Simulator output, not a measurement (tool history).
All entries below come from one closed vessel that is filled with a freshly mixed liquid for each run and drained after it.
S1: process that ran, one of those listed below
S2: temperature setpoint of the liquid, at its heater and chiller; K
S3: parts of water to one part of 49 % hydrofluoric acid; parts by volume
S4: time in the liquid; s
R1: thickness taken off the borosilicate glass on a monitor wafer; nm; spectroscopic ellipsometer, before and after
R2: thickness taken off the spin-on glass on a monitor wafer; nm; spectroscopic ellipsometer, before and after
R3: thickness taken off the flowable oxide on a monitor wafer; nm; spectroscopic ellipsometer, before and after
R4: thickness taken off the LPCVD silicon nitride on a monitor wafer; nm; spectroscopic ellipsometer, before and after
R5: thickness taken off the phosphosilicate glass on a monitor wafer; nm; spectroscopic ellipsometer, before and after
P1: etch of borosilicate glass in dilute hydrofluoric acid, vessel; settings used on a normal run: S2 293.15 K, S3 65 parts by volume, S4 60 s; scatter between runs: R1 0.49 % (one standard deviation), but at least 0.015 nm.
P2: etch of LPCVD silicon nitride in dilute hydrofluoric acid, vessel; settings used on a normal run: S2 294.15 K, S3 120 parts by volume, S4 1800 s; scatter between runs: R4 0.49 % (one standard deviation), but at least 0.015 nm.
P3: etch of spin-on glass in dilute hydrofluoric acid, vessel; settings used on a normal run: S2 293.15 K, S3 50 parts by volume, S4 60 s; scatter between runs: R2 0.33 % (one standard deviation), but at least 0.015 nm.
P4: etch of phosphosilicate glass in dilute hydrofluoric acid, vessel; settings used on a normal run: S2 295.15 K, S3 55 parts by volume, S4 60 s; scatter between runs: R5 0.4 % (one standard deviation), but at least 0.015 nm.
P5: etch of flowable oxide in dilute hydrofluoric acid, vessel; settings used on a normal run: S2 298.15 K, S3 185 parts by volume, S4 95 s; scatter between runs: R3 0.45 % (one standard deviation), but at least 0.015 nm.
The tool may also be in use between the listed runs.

run 1 day=0.383 | S1=P1 S2=293.15 S3=65 S4=60 | R1=18.528
run 2 day=0.762 | S1=P1 S2=293.15 S3=65 S4=60 | R1=18.441
run 3 day=1.121 | S1=P3 S2=297.65 S3=50 S4=60 | R2=86.977
run 4 day=1.721 | S1=P5 S2=298.15 S3=185 S4=95 | R3=22.432
run 5 day=2.221 | S1=P5 S2=306.15 S3=185 S4=95 | R3=29.370
run 6 day=2.692 | S1=P1 S2=293.15 S3=95 S4=60 | R1=12.132
run 7 day=3.008 | S1=P2 S2=301.65 S3=120 S4=1800 | R4=8.89920
run 8 day=3.271 | S1=P4 S2=295.15 S3=55 S4=60 | R5=63.436
run 9 day=3.792 | S1=P3 S2=293.15 S3=50 S4=115 | R2=137.310
run 10 day=4.246 | S1=P1 S2=293.15 S3=65 S4=35 | R1=10.789
run 11 day=4.625 | S1=P1 S2=301.15 S3=65 S4=60 | R1=25.471
run 12 day=5.096 | S1=P1 S2=293.15 S3=65 S4=85 | R1=26.172
run 13 day=5.425 | S1=P3 S2=293.15 S3=50 S4=60 | R2=71.516
run 14 day=5.796 | S1=P1 S2=293.15 S3=105 S4=30 | R1=5.453
run 15 day=6.142 | S1=P1 S2=293.15 S3=65 S4=60 | R1=18.556
run 16 day=6.592 | S1=P5 S2=298.15 S3=185 S4=155 | R3=36.367
run 17 day=6.946 | S1=P1 S2=290.15 S3=20 S4=60 | R1=55.010
run 18 day=7.358 | S1=P2 S2=294.15 S3=120 S4=1800 | R4=5.53860
run 19 day=7.888 | S1=P3 S2=293.15 S3=90 S4=60 | R2=37.954
run 20 day=8.338 | S1=P4 S2=291.15 S3=55 S4=60 | R5=53.162
run 21 day=8.696 | S1=P1 S2=293.15 S3=65 S4=60 | R1=18.410
run 22 day=9.167 | S1=P5 S2=298.15 S3=185 S4=95 | R3=22.205
run 23 day=9.633 | S1=P1 S2=293.15 S3=65 S4=60 | R1=18.446
run 24 day=10.171 | S1=P2 S2=294.15 S3=120 S4=1800 | R4=5.44700
run 25 day=10.458 | S1=P2 S2=294.15 S3=120 S4=75 | R4=0.21566
run 26 day=11.012 | S1=P1 S2=290.15 S3=65 S4=60 | R1=16.212
run 27 day=11.467 | S1=P4 S2=295.15 S3=30 S4=60 | R5=118.130
run 28 day=11.829 | S1=P2 S2=294.15 S3=20 S4=1800 | R4=31.21600
run 29 day=12.400 | S1=P3 S2=293.15 S3=50 S4=60 | R2=71.788
run 30 day=12.933 | S1=P1 S2=293.15 S3=20 S4=60 | R1=62.766
run 31 day=13.404 | S1=P4 S2=295.15 S3=55 S4=30 | R5=31.377
run 32 day=14.000 | S1=P1 S2=293.15 S3=65 S4=60 | R1=18.602
run 33 day=14.512 | S1=P5 S2=298.15 S3=50 S4=95 | R3=97.836
run 34 day=14.912 | S1=P1 S2=293.15 S3=65 S4=60 | R1=18.297
run 35 day=15.183 | S1=P1 S2=293.15 S3=65 S4=60 | R1=18.795
run 36 day=15.512 | S1=P1 S2=293.15 S3=65 S4=60 | R1=19.658
run 37 day=16.096 | S1=P1 S2=293.15 S3=65 S4=60 | R1=20.015
run 38 day=16.467 | S1=P1 S2=293.15 S3=65 S4=60 | R1=19.941
run 39 day=16.904 | S1=P1 S2=293.15 S3=65 S4=60 | R1=20.315
run 40 day=17.212 | S1=P1 S2=293.15 S3=65 S4=60 | R1=20.124
run 41 day=17.512 | S1=P1 S2=293.15 S3=65 S4=60 | R1=20.123

The output of P1 has drifted from where it used to be. Each of the 2 causes below, taken at the size shown beside it, accounts for the log equally well:
A: liquid hotter than its thermometer reads (K) = 2.14
B: hydrofluoric acid flow above the setpoint (%) = 8.65
The process output started creeping at around day 14.912.

Which of the check runs below tells the causes apart, meaning the causes would give it clearly different results? Each run uses 5 wafers whose results are averaged, and each result is shown as a question mark.
run check 1 day=17.812 | S1=P5 S2=298.15 S3=65 S4=150 | R3=?
run check 2 day=17.812 | S1=P2 S2=301.65 S3=120 S4=230 | R4=?
run check 3 day=17.812 | S1=P4 S2=295.15 S3=35 S4=60 | R5=?
run check 4 day=17.812 | S1=P3 S2=293.15 S3=75 S4=110 | R2=?

Expected result of each check under each candidate cause:
check=check_1 result=R3 if_A=126.430 if_B=126.960
check=check_2 result=R4 if_A=1.30060 if_B=1.23690
check=check_3 result=R5 if_A=110.820 if_B=110.470
check=check_4 result=R2 if_A=92.886 if_B=93.012
Separation of the two closest causes in each check, using whichever result separates them best: check 1 0.42 %; check 2 5.02 %; check 3 0.32 %; check 4 0.14 %
Of the check runs offered, only check 2 discriminates between the causes; the rest would read about the same regardless of which cause applies.

Running check 2 produced the following: R4 1.23420 nm. Which one of the listed causes fits?

The cause is B: hydrofluoric acid flow above the setpoint (%).

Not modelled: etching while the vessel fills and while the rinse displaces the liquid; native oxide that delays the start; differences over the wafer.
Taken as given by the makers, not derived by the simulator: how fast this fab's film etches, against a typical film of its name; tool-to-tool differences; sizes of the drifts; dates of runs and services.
